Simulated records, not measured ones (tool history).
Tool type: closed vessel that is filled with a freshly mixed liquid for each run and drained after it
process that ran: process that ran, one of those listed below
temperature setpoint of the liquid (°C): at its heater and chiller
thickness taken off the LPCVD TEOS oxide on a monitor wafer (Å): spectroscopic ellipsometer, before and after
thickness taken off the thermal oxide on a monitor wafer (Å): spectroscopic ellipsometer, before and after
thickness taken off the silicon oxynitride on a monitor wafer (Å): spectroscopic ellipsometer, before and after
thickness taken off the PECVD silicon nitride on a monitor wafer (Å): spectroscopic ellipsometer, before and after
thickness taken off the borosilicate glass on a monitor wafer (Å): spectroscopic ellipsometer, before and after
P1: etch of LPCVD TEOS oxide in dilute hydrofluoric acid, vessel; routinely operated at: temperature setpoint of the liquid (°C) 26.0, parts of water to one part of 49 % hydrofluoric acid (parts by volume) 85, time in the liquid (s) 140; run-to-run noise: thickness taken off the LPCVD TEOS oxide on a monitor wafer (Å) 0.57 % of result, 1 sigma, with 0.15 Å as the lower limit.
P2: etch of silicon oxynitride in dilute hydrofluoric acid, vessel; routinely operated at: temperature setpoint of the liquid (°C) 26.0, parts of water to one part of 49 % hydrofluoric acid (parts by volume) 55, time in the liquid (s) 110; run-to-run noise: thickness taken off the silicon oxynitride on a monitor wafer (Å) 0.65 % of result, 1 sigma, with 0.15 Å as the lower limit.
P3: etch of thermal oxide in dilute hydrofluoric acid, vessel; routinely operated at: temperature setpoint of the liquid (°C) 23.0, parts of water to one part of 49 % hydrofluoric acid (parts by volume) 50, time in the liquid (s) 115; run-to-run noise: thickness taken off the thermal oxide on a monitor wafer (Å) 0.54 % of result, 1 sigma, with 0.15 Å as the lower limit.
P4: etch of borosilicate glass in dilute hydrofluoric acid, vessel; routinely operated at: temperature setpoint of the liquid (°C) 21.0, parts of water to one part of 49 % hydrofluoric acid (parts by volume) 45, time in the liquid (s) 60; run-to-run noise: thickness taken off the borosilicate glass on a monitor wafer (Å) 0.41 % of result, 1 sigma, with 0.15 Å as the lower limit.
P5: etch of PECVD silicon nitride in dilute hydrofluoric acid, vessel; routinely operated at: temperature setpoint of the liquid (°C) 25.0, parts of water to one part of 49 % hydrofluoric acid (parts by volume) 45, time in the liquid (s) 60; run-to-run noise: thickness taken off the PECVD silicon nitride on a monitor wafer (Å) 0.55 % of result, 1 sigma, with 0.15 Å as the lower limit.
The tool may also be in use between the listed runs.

run	hour	process that ran	temperature setpoint of the liquid (°C)	parts of water to one part of 49 % hydrofluoric acid (parts by volume)	time in the liquid (s)	thickness taken off the LPCVD TEOS oxide on a monitor wafer (Å)	thickness taken off the thermal oxide on a monitor wafer (Å)	thickness taken off the silicon oxynitride on a monitor wafer (Å)	thickness taken off the PECVD silicon nitride on a monitor wafer (Å)	thickness taken off the borosilicate glass on a monitor wafer (Å)
1	3.8	P1	26.0	85	140	566.44				
2	7.4	P3	23.0	20	115		296.710			
3	11.2	P2	26.0	20	110			112.670		
4	15.4	P2	31.5	55	110			50.987		
5	18.7	P1	26.0	85	140	564.25				
6	20.7	P3	23.0	50	115		113.250			
7	24.6	P1	30.0	85	140	663.42				
8	28.1	P5	25.0	25	60				99.791	
9	30.1	P1	26.0	85	140	564.55				
10	32.8	P1	26.0	85	140	564.07				
11	35.1	P1	21.0	35	140	1194.80				
12	38.3	P2	26.0	55	110			39.925		
13	41.9	P1	21.5	85	140	475.47				
14	46.3	P4	29.0	45	60					516.45
15	48.4	P4	21.0	75	60					216.14
16	52.5	P3	23.0	50	115		114.750			
17	55.7	P1	26.0	85	140	565.07				
18	58.8	P1	26.0	85	65	264.27				
19	61.7	P1	26.0	85	205	836.69				
20	64.7	P1	26.0	50	140	1005.00				
21	67.9	P1	26.0	85	140	566.29				
22	70.9	P2	26.0	55	110			39.964		
23	74.5	P1	26.0	85	140	568.57				
24	76.9	P4	21.0	45	30					186.98
25	81.2	P5	25.0	45	30				28.261	
26	84.4	P3	23.0	50	30		29.887			
27	88.5	P5	17.0	45	60				32.175	
28	92.3	P4	21.0	45	60					371.71
29	95.7	P3	17.5	50	115		90.553			
30	98.2	P1	26.0	150	140	298.77				
31	100.6	P2	26.0	55	50			18.140		
32	103.4	P5	25.0	45	60				56.482	
33	105.5	P1	26.0	85	140	570.81				
34	108.5	P1	26.0	85	140	580.57				
35	112.7	P1	26.0	85	140	591.58				
36	115.0	P1	26.0	85	140	596.85				
37	117.4	P1	26.0	85	140	604.81				
38	121.5	P1	26.0	85	140	606.73				
39	124.4	P1	26.0	85	140	611.98				
40	127.5	P1	26.0	85	140	613.95				
41	130.8	P1	26.0	85	140	614.30				
42	134.4	P1	26.0	85	140	614.51				
43	137.6	P1	26.0	85	140	613.84				
44	141.7	P1	26.0	85	140	615.20				

The log shows P1 creeping away from where it was. Any of the 2 causes listed here, at the size stated for it, fits the log just as well as the others:
A: hydrofluoric acid flow above the setpoint (%) = 7.75
B: liquid hotter than its thermometer reads (K) = 2.13
The drift started at roughly hour 105.5.

The check runs listed below each take one wafer, and their results are still question marks. Under which run would the listed causes lead to clearly different results?
check 1	145.8	P5	21.0	45	30				?	
check 2	145.8	P2	31.0	55	60			?		
check 3	145.8	P3	23.0	25	65		?			
check 4	145.8	P4	21.0	65	60					?

How each check would come out, cause by cause:
check	result	if A	if B
check 1	thickness taken off the PECVD silicon nitride on a monitor wafer (Å)	23.177	24.943
check 2	thickness taken off the silicon oxynitride on a monitor wafer (Å)	29.867	30.417
check 3	thickness taken off the thermal oxide on a monitor wafer (Å)	143.750	145.540
check 4	thickness taken off the borosilicate glass on a monitor wafer (Å)	272.53	274.62
Smallest distance between any two causes, each pair judged by its most separating result, in per cent: check 1 7.35 %; check 2 1.82 %; check 3 1.24 %; check 4 0.76 %
Of the check runs offered, only check 1 discriminates between the causes; the rest would read about the same regardless of which cause applies.

Running check 1 produced the following: thickness taken off the PECVD silicon nitride on a monitor wafer (Å) 23.066. Which one of the listed causes fits?

The correct cause is A, namely: hydrofluoric acid flow above the setpoint (%).
